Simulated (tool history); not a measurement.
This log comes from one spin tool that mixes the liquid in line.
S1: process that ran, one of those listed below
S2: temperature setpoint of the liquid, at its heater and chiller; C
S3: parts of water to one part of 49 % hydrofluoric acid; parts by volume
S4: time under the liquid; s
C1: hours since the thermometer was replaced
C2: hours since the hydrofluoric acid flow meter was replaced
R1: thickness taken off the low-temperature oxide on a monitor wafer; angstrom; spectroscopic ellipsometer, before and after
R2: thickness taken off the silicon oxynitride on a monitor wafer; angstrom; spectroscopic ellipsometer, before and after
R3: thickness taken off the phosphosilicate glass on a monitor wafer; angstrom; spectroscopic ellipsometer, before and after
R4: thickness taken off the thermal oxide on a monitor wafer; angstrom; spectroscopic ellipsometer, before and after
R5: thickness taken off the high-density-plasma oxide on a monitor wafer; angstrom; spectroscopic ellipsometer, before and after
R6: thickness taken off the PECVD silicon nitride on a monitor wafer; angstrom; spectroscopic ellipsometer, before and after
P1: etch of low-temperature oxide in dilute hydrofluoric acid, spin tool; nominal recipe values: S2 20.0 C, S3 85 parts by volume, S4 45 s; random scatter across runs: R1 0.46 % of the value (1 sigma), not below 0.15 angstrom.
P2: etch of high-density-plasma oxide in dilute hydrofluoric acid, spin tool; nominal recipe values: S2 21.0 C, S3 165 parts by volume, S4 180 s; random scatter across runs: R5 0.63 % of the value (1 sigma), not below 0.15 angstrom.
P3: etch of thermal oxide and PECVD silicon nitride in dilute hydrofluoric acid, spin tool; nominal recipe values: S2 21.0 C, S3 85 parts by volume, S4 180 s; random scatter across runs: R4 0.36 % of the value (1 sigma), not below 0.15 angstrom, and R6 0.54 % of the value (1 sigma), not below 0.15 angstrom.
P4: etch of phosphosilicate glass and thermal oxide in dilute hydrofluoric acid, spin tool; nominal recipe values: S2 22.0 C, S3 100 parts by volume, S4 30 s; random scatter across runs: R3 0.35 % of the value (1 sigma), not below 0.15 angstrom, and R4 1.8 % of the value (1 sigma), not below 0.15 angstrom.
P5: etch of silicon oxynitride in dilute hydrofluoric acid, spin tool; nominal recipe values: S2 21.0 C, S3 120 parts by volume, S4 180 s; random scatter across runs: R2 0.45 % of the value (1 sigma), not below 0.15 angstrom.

{"run": 1, "day": 0.421, "S1": "P1", "S2": 20.0, "S3": 85, "S4": 45, "C1": 151.6, "C2": 381.0, "R1": 101.41}
{"run": 2, "day": 0.692, "S1": "P5", "S2": 21.0, "S3": 120, "S4": 40, "C1": 158.1, "C2": 387.5, "R2": 11.037}
{"run": 3, "day": 0.992, "S1": "P4", "S2": 22.0, "S3": 100, "S4": 15, "C1": 165.3, "C2": 394.7, "R3": 168.07, "R4": 6.6595}
{"run": 4, "day": 1.208, "S1": "P4", "S2": 22.0, "S3": 100, "S4": 30, "C1": 170.5, "C2": 399.9, "R3": 340.98, "R4": 14.04}
{"run": 5, "day": 1.458, "S1": "P2", "S2": 21.0, "S3": 165, "S4": 70, "C1": 176.5, "C2": 405.9, "R5": 18.082}
{"run": 6, "day": 1.758, "S1": "P1", "S2": 20.0, "S3": 125, "S4": 45, "C1": 183.7, "C2": 413.1, "R1": 66.256}
{"run": 7, "day": 2.142, "S1": "P1", "S2": 20.0, "S3": 140, "S4": 80, "C1": 192.9, "C2": 422.3, "R1": 102.3}
{"run": 8, "day": 2.45, "S1": "P1", "S2": 20.0, "S3": 85, "S4": 45, "C1": 200.3, "C2": 429.7, "R1": 101.76}
{"run": 9, "day": 2.875, "S1": "P5", "S2": 17.0, "S3": 120, "S4": 180, "C1": 210.5, "C2": 439.9, "R2": 42.519}
{"run": 10, "day": 3.088, "S1": "P5", "S2": 21.0, "S3": 200, "S4": 180, "C1": 215.6, "C2": 445.0, "R2": 28.876}
{"day": 3.462, "done": "hydrofluoric acid flow meter replaced"}
{"run": 11, "day": 3.512, "S1": "P1", "S2": 20.0, "S3": 85, "S4": 45, "C1": 225.8, "C2": 1.2, "R1": 101.21}
{"run": 12, "day": 3.833, "S1": "P1", "S2": 20.0, "S3": 85, "S4": 75, "C1": 233.5, "C2": 8.9, "R1": 168.88}
{"run": 13, "day": 4.104, "S1": "P1", "S2": 20.0, "S3": 50, "S4": 45, "C1": 240.0, "C2": 15.4, "R1": 179.87}
{"run": 14, "day": 4.304, "S1": "P1", "S2": 20.0, "S3": 85, "S4": 45, "C1": 244.8, "C2": 20.2, "R1": 101.24}
{"run": 15, "day": 4.5, "S1": "P2", "S2": 17.0, "S3": 165, "S4": 180, "C1": 249.5, "C2": 24.9, "R5": 40.275}
{"run": 16, "day": 4.85, "S1": "P3", "S2": 21.0, "S3": 45, "S4": 180, "C1": 257.9, "C2": 33.3, "R4": 173.56, "R6": 162.02}
{"run": 17, "day": 5.167, "S1": "P1", "S2": 20.0, "S3": 85, "S4": 45, "C1": 265.5, "C2": 40.9, "R1": 101.7}
{"run": 18, "day": 5.388, "S1": "P1", "S2": 20.0, "S3": 85, "S4": 45, "C1": 270.8, "C2": 46.2, "R1": 101.96}
{"run": 19, "day": 5.788, "S1": "P3", "S2": 17.0, "S3": 85, "S4": 180, "C1": 280.4, "C2": 55.8, "R4": 74.554, "R6": 66.302}
{"run": 20, "day": 6.062, "S1": "P2", "S2": 21.0, "S3": 275, "S4": 180, "C1": 287.0, "C2": 62.4, "R5": 24.902}
{"run": 21, "day": 6.454, "S1": "P4", "S2": 26.5, "S3": 100, "S4": 30, "C1": 296.4, "C2": 71.8, "R3": 405.94, "R4": 16.312}
{"run": 22, "day": 6.679, "S1": "P1", "S2": 20.0, "S3": 85, "S4": 15, "C1": 301.8, "C2": 77.2, "R1": 33.745}
{"run": 23, "day": 6.983, "S1": "P4", "S2": 22.0, "S3": 100, "S4": 30, "C1": 309.1, "C2": 84.5, "R3": 337.19, "R4": 14.359}
{"run": 24, "day": 7.396, "S1": "P2", "S2": 21.0, "S3": 165, "S4": 180, "C1": 319.0, "C2": 94.4, "R5": 46.47}
{"run": 25, "day": 7.583, "S1": "P4", "S2": 22.0, "S3": 20, "S4": 30, "C1": 323.5, "C2": 98.9, "R3": 1871.1, "R4": 77.925}
{"run": 26, "day": 7.808, "S1": "P1", "S2": 17.0, "S3": 85, "S4": 45, "C1": 328.9, "C2": 104.3, "R1": 89.54}
{"run": 27, "day": 8.229, "S1": "P3", "S2": 21.0, "S3": 85, "S4": 180, "C1": 339.0, "C2": 114.4, "R4": 88.407, "R6": 87.396}
{"run": 28, "day": 8.617, "S1": "P1", "S2": 20.0, "S3": 85, "S4": 45, "C1": 348.3, "C2": 123.7, "R1": 102.14}
{"run": 29, "day": 8.871, "S1": "P5", "S2": 21.0, "S3": 120, "S4": 180, "C1": 354.4, "C2": 129.8, "R2": 51.479}
{"run": 30, "day": 9.104, "S1": "P1", "S2": 25.5, "S3": 85, "S4": 45, "C1": 360.0, "C2": 135.4, "R1": 127.36}
{"run": 31, "day": 9.4, "S1": "P3", "S2": 21.0, "S3": 85, "S4": 310, "C1": 367.1, "C2": 142.5, "R4": 150.94, "R6": 151.06}
{"run": 32, "day": 9.717, "S1": "P5", "S2": 21.0, "S3": 120, "S4": 180, "C1": 374.7, "C2": 150.1, "R2": 51.103}
{"run": 33, "day": 9.9, "S1": "P1", "S2": 20.0, "S3": 85, "S4": 45, "C1": 379.1, "C2": 154.5, "R1": 101.12}
{"run": 34, "day": 10.238, "S1": "P1", "S2": 20.0, "S3": 85, "S4": 45, "C1": 387.2, "C2": 162.6, "R1": 97.752}
{"run": 35, "day": 10.617, "S1": "P1", "S2": 20.0, "S3": 85, "S4": 45, "C1": 396.3, "C2": 171.7, "R1": 95.475}
{"run": 36, "day": 10.888, "S1": "P1", "S2": 20.0, "S3": 85, "S4": 45, "C1": 402.8, "C2": 178.2, "R1": 95.262}
{"run": 37, "day": 11.233, "S1": "P1", "S2": 20.0, "S3": 85, "S4": 45, "C1": 411.1, "C2": 186.5, "R1": 94.182}
{"run": 38, "day": 11.479, "S1": "P1", "S2": 20.0, "S3": 85, "S4": 45, "C1": 417.0, "C2": 192.4, "R1": 93.125}
{"run": 39, "day": 11.767, "S1": "P1", "S2": 20.0, "S3": 85, "S4": 45, "C1": 423.9, "C2": 199.3, "R1": 93.042}
{"run": 40, "day": 12.012, "S1": "P1", "S2": 20.0, "S3": 85, "S4": 45, "C1": 429.8, "C2": 205.2, "R1": 93.51}
{"run": 41, "day": 12.212, "S1": "P1", "S2": 20.0, "S3": 85, "S4": 45, "C1": 434.6, "C2": 210.0, "R1": 92.719}
{"run": 42, "day": 12.533, "S1": "P1", "S2": 20.0, "S3": 85, "S4": 45, "C1": 442.3, "C2": 217.7, "R1": 93.485}

The log shows P1 creeping away from where it was. Any of the 2 causes listed here, at the size stated for it, fits the log just as well as the others:
A: liquid colder than its thermometer reads (K) = 2.12
B: hydrofluoric acid flow below the setpoint (%) = 7.71
The process output started creeping at around day 9.900.

Listed below are the offered check runs, one wafer per run, with question marks in place of results. For which of them would the causes give clearly different outcomes?
{"run": "check 1", "day": 12.854, "S1": "P4", "S2": 22.0, "S3": 50, "S4": 30, "R3": "?", "R4": "?"}
{"run": "check 2", "day": 12.854, "S1": "P5", "S2": 21.0, "S3": 190, "S4": 45, "R2": "?"}
{"run": "check 3", "day": 12.854, "S1": "P3", "S2": 21.0, "S3": 85, "S4": 305, "R4": "?", "R6": "?"}
{"run": "check 4", "day": 12.854, "S1": "P2", "S2": 17.0, "S3": 165, "S4": 110, "R5": "?"}

Predicted outcomes, by check and by cause:
check=check_1 result=R3 if_A=657.57 if_B=660.09
check=check_1 result=R4 if_A=27.2170 if_B=27.3220
check=check_2 result=R2 if_A=6.9792 if_B=7.0355
check=check_3 result=R4 if_A=136.6800 if_B=136.6100
check=check_3 result=R6 if_A=127.630 if_B=136.440
check=check_4 result=R5 if_A=22.290 if_B=22.154
Distance between the nearest two causes, measured in the result of the check that separates them most: check 1 0.38 %; check 2 0.8 %; check 3 6.68 %; check 4 0.61 %
Of the check runs offered, only check 3 discriminates between the causes; the rest would read about the same regardless of which cause applies.

The results of check 3 are: R4 136.2500 angstrom; R6 135.500 angstrom. Based on these, which of the listed causes is it?

It was cause B: hydrofluoric acid flow below the setpoint (%).
